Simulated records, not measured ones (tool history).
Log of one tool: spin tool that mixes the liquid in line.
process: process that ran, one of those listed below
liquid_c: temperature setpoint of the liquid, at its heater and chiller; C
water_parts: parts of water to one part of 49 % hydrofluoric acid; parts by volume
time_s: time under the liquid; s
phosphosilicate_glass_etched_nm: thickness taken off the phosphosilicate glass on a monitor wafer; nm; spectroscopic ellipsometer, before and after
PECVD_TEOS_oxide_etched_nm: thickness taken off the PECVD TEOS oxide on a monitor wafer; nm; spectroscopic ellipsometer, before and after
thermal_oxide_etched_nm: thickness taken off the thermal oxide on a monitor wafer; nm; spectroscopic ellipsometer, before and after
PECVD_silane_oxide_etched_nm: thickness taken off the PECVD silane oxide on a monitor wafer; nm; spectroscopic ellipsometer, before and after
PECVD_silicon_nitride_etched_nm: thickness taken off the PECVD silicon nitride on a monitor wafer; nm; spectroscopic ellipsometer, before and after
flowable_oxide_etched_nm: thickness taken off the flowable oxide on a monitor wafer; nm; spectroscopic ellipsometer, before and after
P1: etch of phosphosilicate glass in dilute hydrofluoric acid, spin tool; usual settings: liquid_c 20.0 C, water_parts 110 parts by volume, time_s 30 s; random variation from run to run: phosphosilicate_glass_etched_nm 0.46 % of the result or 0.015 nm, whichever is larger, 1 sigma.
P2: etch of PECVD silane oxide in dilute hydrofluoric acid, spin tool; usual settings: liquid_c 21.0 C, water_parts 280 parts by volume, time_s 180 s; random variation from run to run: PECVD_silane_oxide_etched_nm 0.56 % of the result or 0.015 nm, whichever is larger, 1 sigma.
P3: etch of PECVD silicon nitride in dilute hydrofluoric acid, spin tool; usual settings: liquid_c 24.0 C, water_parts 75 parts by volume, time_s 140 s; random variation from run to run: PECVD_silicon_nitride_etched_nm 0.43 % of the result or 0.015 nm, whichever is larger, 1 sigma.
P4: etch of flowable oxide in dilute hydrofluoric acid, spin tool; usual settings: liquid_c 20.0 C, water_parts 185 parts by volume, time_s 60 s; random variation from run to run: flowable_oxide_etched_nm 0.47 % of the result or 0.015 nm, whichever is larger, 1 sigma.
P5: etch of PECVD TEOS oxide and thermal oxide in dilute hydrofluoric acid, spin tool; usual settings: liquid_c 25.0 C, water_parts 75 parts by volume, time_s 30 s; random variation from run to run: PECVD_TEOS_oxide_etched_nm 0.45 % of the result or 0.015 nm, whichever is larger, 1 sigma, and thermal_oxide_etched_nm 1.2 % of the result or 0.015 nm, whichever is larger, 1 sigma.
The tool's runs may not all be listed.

run     day  process  liquid_c  water_parts  time_s  hours since the thermometer was replaced  hours since the hydrofluoric acid flow meter was replaced  phosphosilicate_glass_etched_nm  PECVD_TEOS_oxide_etched_nm  thermal_oxide_etched_nm  PECVD_silane_oxide_etched_nm  PECVD_silicon_nitride_etched_nm  flowable_oxide_etched_nm
  1   0.746       P1      20.0          110      30                                     725.3                                                      215.5                           45.732
  2   1.350       P1      20.0          110      60                                     739.8                                                      230.0                           91.117
  3   2.121       P1      20.0          110      15                                     758.3                                                      248.5                           22.787
  4   2.558       P1      20.0          170      30                                     768.8                                                      259.0                           27.679
  5   2.904       P5      25.0           75      15                                     777.1                                                      267.3                                                       2.9046                  0.96742
  6   3.558       P1      20.0          110      30                                     792.8                                                      283.0                           45.574
  7   4.342       P2      21.0           80     180                                     811.6                                                      301.8                                                                                                             74.6090
  8   4.967       P3      24.0           75     140                                     826.6                                                      316.8                                                                                                                                              10.4160
  9   5.712       P3      24.0          135     140                                     844.5                                                      334.7                                                                                                                                               5.8461
 10   6.112       P5      19.0           75      30                                     854.1                                                      344.3                                                       4.5775                  1.56560
 11   6.696       P2      21.0          280     180                                     868.1                                                      358.3                                                                                                             17.3310
 12   7.421       P1      20.0          110      30                                     885.5                                                      375.7                           45.428
 13   7.912       P3      18.0           75     140                                     897.3                                                      387.5                                                                                                                                               6.9423
 14   8.721       P2      21.0          280      50                                     916.7                                                      406.9                                                                                                              4.7754
 15   9.425       P2      29.0          280     180                                     933.6                                                      423.8                                                                                                             22.8410
 16   9.954       P4      20.0          185      60                                     946.3                                                      436.5                                                                                                                                                                        11.5470
 17  10.683       P4      20.0          185      15                                     963.8                                                      454.0                                                                                                                                                                         2.8825
 18  11.433       P1      20.0          110      30                                     981.8                                                      472.0                           45.666
 19  11.842       P1      20.0           55      30                                     991.6                                                      481.8                           96.823
 20  12.375       P1      24.5          110      30                                    1004.4                                                      494.6                           54.770
 21  13.058       P4      28.0          185      60                                    1020.8                                                      511.0                                                                                                                                                                        15.6660
 22  13.729       P1      20.0          175      60                                    1036.9                                                      527.1                           53.813
 23  14.504       P3      24.0           75     260                                    1055.5                                                      545.7                                                                                                                                              19.2150
 24  15.146       P4      20.0           40      60                                    1070.9                                                      561.1                                                                                                                                                                        63.0200
 25  15.792       P1      20.0          110      30                                    1086.4                                                      576.6                           45.342
 26  16.179       P5      25.0           20      30                                    1095.7                                                      585.9                                                      23.4830                  7.77190
 27  16.583       P5      25.0           75      30                                    1105.4                                                      595.6                                                       5.8207                  1.97350
 28  17.158       P1      17.0          110      30                                    1119.2                                                      609.4                           40.466
 29  17.517       P4      20.0          185      60                                    1127.8                                                      618.0                                                                                                                                                                        11.5690
 30  17.950       P1      20.0          110      30                                    1138.2                                                      628.4                           45.396
 31  18.488       P1      20.0          110      30                                    1151.1                                                      641.3                           44.093
 32  18.938       P1      20.0          110      30                                    1161.9                                                      652.1                           43.382
 33  19.283       P1      20.0          110      30                                    1170.2                                                      660.4                           43.426
 34  19.654       P1      20.0          110      30                                    1179.1                                                      669.3                           42.852
 35  20.183       P1      20.0          110      30                                    1191.8                                                      682.0                           42.478
 36  20.896       P1      20.0          110      30                                    1208.9                                                      699.1                           42.339
 37  21.275       P1      20.0          110      30                                    1218.0                                                      708.2                           42.262
 38  21.917       P1      20.0          110      30                                    1233.4                                                      723.6                           42.123
 39  22.400       P1      20.0          110      30                                    1245.0                                                      735.2                           42.289
 40  22.950       P1      20.0          110      30                                    1258.2                                                      748.4                           42.178

What P1 gives has crept away from where it was. These 2 causes fit the log equally well, each at the size given:
A: hydrofluoric acid flow below the setpoint (%) = 6.66
B: liquid colder than its thermometer reads (K) = 1.89
The creep began at about day 17.950.

4 check runs are offered, one wafer each, their results left as question marks. Which one tells the causes apart?
check 1  23.500       P5      25.0           20      15                                                                                                                                                                 ?                        ?
check 2  23.500       P4      24.5           95      60                                                                                                                                                                                                                                                                                   ?
check 3  23.500       P3      24.0          125     230                                                                                                                                                                                                                                                         ?
check 4  23.500       P2      24.5          120     180                                                                                                                                                                                                                        ?

What each check would give under each cause:
  check                           result     if A     if B
check 1       PECVD_TEOS_oxide_etched_nm  11.0260  10.9310
check 1          thermal_oxide_etched_nm  3.69050  3.65850
check 2         flowable_oxide_etched_nm  27.4740  27.5280
check 3  PECVD_silicon_nitride_etched_nm   9.6439   9.1183
check 4     PECVD_silane_oxide_etched_nm  50.2940  50.5490
How far apart the two closest causes lie, in the result that separates them most: check 1 0.87 %; check 2 0.19 %; check 3 5.6 %; check 4 0.51 %
Check 3 tells the causes apart: in the others they would give nearly the same result.

Check 3 was then run and gave: PECVD_silicon_nitride_etched_nm 9.1453 nm. Which cause is it?

It is B: liquid colder than its thermometer reads (K).
